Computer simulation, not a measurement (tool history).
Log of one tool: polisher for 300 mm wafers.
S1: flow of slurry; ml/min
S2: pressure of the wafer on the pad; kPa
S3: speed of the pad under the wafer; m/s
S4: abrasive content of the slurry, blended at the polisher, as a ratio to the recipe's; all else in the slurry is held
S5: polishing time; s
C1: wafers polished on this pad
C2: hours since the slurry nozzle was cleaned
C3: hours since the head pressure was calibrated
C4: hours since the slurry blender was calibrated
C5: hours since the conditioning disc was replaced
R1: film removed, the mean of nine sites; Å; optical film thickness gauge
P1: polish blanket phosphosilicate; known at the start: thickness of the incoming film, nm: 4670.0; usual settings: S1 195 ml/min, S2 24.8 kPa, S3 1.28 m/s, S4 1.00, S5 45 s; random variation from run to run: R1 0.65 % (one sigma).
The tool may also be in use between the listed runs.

| run | hour | S1 | S2 | S3 | S4 | S5 | C1 | C2 | C3 | C4 | C5 | R1 |
|---|---|---|---|---|---|---|---|---|---|---|---|---|
| 1 | 5.7 | 195 | 24.8 | 1.28 | 1.00 | 45 | 530 | 470.4 | 578.1 | 63.6 | 123.3 | 5973.7 |
| 2 | 17.4 | 195 | 24.8 | 1.28 | 0.65 | 45 | 639 | 482.1 | 589.8 | 75.3 | 135.0 | 4800.8 |
| 3 | 27.1 | 195 | 38.6 | 1.28 | 1.00 | 45 | 729 | 491.8 | 599.5 | 85.0 | 144.7 | 9342.2 |
| 4 | 39.0 | 310 | 24.8 | 1.28 | 1.00 | 45 | 840 | 503.7 | 611.4 | 96.9 | 156.6 | 6418.1 |
| 5 | 45.8 | 195 | 24.8 | 1.28 | 1.00 | 20 | 903 | 510.5 | 618.2 | 103.7 | 163.4 | 2662.3 |
| 6 | 56.5 | 195 | 24.8 | 1.28 | 1.00 | 45 | 1003 | 521.2 | 628.9 | 114.4 | 174.1 | 6036.6 |
| 7 | 64.4 | 195 | 24.8 | 1.28 | 1.00 | 45 | 1076 | 529.1 | 636.8 | 122.3 | 182.0 | 5968.1 |
| 8 | 75.9 | 195 | 24.8 | 1.28 | 1.45 | 45 | 1183 | 540.6 | 648.3 | 133.8 | 193.5 | 6891.8 |
| 9 | 86.1 | 260 | 24.8 | 0.92 | 1.00 | 45 | 1278 | 550.8 | 658.5 | 144.0 | 203.7 | 4771.7 |
| 10 | 97.4 | 115 | 24.8 | 1.28 | 1.00 | 45 | 1383 | 562.1 | 669.8 | 155.3 | 215.0 | 5506.0 |
| 11 | 104.3 | 195 | 24.8 | 0.76 | 1.00 | 45 | 1447 | 569.0 | 676.7 | 162.2 | 221.9 | 3926.6 |
| 12 | 112.6 | 195 | 24.8 | 1.28 | 1.00 | 45 | 1524 | 577.3 | 685.0 | 170.5 | 230.2 | 5968.7 |
|  | 116.3 | slurry nozzle cleaned |
| 13 | 118.8 | 195 | 12.4 | 1.28 | 1.00 | 45 | 1582 | 2.6 | 691.2 | 176.7 | 236.4 | 2990.2 |
| 14 | 125.9 | 195 | 24.8 | 1.82 | 1.00 | 45 | 1648 | 9.7 | 698.3 | 183.8 | 243.5 | 8005.6 |
| 15 | 132.3 | 195 | 24.8 | 1.28 | 1.00 | 45 | 1707 | 16.1 | 704.7 | 190.2 | 249.9 | 6015.2 |
| 16 | 144.5 | 195 | 24.8 | 1.28 | 1.00 | 70 | 1821 | 28.3 | 716.9 | 202.4 | 262.1 | 9272.5 |
| 17 | 155.6 | 195 | 24.8 | 1.28 | 1.00 | 45 | 1924 | 39.4 | 728.0 | 213.5 | 273.2 | 6031.5 |
| 18 | 168.1 | 195 | 24.8 | 1.28 | 1.00 | 45 | 2040 | 51.9 | 740.5 | 226.0 | 285.7 | 5589.1 |
| 19 | 176.9 | 195 | 24.8 | 1.28 | 1.00 | 45 | 2122 | 60.7 | 749.3 | 234.8 | 294.5 | 5482.6 |
| 20 | 184.1 | 195 | 24.8 | 1.28 | 1.00 | 45 | 2189 | 67.9 | 756.5 | 242.0 | 301.7 | 5457.4 |
| 21 | 193.8 | 195 | 24.8 | 1.28 | 1.00 | 45 | 2279 | 77.6 | 766.2 | 251.7 | 311.4 | 5359.7 |
|  | 198.6 | head pressure recalibrated |
| 22 | 203.0 | 195 | 24.8 | 1.28 | 1.00 | 45 | 2364 | 86.8 | 4.4 | 260.9 | 320.6 | 5278.2 |
|  | 204.8 | slurry nozzle cleaned |
|  | 211.2 | conditioning disc replaced and pad reconditioned |
| 23 | 215.8 | 195 | 24.8 | 1.28 | 1.00 | 45 | 2483 | 11.1 | 17.2 | 273.7 | 4.6 | 5266.8 |
| 24 | 223.1 | 195 | 24.8 | 1.28 | 1.00 | 45 | 2551 | 18.4 | 24.5 | 281.0 | 11.9 | 5235.9 |
| 25 | 233.1 | 195 | 24.8 | 1.28 | 1.00 | 45 | 2644 | 28.4 | 34.5 | 291.0 | 21.9 | 5264.6 |

What P1 gives has crept away from where it was. These 2 causes fit the log equally well, each at the size given:
A: abrasive missing from the slurry, % = 23.4
B: removal rate lost through wear of the pad, % = 12.2
The creep began at about hour 155.6.
Why every other cause is out:
slurry flow missing at the pad, %: serviced at hour 204.8, which brought nothing back
head's pressure below its setpoint, %: serviced at hour 198.6, which brought nothing back
time polished since the conditioner stopped cutting, s: serviced at hour 211.2, which brought nothing back

4 check runs are offered, each on 5 wafers whose results are averaged, their results left as question marks. Which one tells the causes apart?
| check 1 | 243.1 | 290 | 24.8 | 1.28 | 1.00 | 45 |  |  |  |  |  | ? |
| check 2 | 243.1 | 195 | 24.8 | 1.28 | 1.40 | 45 |  |  |  |  |  | ? |
| check 3 | 243.1 | 155 | 17.9 | 1.28 | 1.00 | 45 |  |  |  |  |  | ? |
| check 4 | 243.1 | 195 | 24.8 | 1.74 | 1.00 | 45 |  |  |  |  |  | ? |

What each check would give under each cause:
| check | result | if A | if B |
|---|---|---|---|
| check 1 | R1 | 5496.7 | 5496.2 |
| check 2 | R1 | 6178.1 | 6042.7 |
| check 3 | R1 | 3669.6 | 3669.3 |
| check 4 | R1 | 6722.4 | 6721.8 |
How far apart the two closest causes lie, in the result that separates them most: check 1 0.01 %; check 2 2.22 %; check 3 0.01 %; check 4 0.01 %
Check 2 tells the causes apart: in the others they would give nearly the same result.

Then check 2 was run and gave: R1 6178.1 Å. Which cause is it?

It is A: abrasive missing from the slurry, %.
